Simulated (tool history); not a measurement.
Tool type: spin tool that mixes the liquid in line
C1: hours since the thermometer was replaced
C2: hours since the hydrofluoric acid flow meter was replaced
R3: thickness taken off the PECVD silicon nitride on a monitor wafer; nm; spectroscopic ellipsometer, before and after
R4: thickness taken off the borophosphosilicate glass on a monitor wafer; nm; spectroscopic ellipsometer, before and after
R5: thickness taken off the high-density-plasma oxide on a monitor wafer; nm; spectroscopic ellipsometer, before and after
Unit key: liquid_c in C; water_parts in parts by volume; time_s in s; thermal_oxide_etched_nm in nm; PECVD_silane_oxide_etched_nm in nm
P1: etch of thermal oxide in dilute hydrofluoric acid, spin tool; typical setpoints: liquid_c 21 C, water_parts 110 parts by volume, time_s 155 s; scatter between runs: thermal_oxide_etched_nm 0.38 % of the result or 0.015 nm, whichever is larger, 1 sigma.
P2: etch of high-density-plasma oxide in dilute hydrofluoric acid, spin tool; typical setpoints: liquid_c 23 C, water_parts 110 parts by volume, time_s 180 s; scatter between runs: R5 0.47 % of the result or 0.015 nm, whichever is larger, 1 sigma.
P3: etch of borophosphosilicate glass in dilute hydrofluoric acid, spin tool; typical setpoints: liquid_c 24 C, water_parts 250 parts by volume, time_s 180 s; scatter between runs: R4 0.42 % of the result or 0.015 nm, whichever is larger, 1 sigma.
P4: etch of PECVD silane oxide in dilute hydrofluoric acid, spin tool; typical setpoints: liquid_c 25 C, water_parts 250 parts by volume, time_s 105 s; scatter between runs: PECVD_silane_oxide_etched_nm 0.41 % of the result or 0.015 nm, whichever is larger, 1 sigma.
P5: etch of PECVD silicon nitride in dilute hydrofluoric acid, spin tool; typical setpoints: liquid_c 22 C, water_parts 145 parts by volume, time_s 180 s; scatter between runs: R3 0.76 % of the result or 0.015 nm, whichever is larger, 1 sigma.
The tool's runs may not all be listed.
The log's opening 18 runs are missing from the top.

{"run": 19, "hour": 222.0, "process": "P1", "liquid_c": 21, "water_parts": 110, "time_s": 15, "C1": 638.1, "C2": 884.6, "thermal_oxide_etched_nm": 0.58019}
{"run": 20, "hour": 233.1, "process": "P3", "liquid_c": 24, "water_parts": 250, "time_s": 180, "C1": 649.2, "C2": 895.7, "R4": 31.875}
{"run": 21, "hour": 240.8, "process": "P1", "liquid_c": 21, "water_parts": 110, "time_s": 155, "C1": 656.9, "C2": 903.4, "thermal_oxide_etched_nm": 6.1572}
{"run": 22, "hour": 250.2, "process": "P2", "liquid_c": 23, "water_parts": 190, "time_s": 180, "C1": 666.3, "C2": 912.8, "R5": 4.1438}
{"run": 23, "hour": 263.9, "process": "P2", "liquid_c": 23, "water_parts": 110, "time_s": 180, "C1": 680, "C2": 926.5, "R5": 7.8601}
{"run": 24, "hour": 272.2, "process": "P1", "liquid_c": 21, "water_parts": 110, "time_s": 250, "C1": 688.3, "C2": 934.8, "thermal_oxide_etched_nm": 9.8169}
{"run": 25, "hour": 281.0, "process": "P1", "liquid_c": 21, "water_parts": 35, "time_s": 155, "C1": 697.1, "C2": 943.6, "thermal_oxide_etched_nm": 21.036}
{"run": 26, "hour": 291.7, "process": "P1", "liquid_c": 21, "water_parts": 110, "time_s": 155, "C1": 707.8, "C2": 954.3, "thermal_oxide_etched_nm": 6.0935}

For run 27, what comes out?
{"run": 27, "hour": 303.7, "process": "P4", "liquid_c": 25, "water_parts": 250, "time_s": 105, "C1": 719.8, "C2": 966.3, "PECVD_silane_oxide_etched_nm": "?"}

PECVD_silane_oxide_etched_nm: 13.159 nm

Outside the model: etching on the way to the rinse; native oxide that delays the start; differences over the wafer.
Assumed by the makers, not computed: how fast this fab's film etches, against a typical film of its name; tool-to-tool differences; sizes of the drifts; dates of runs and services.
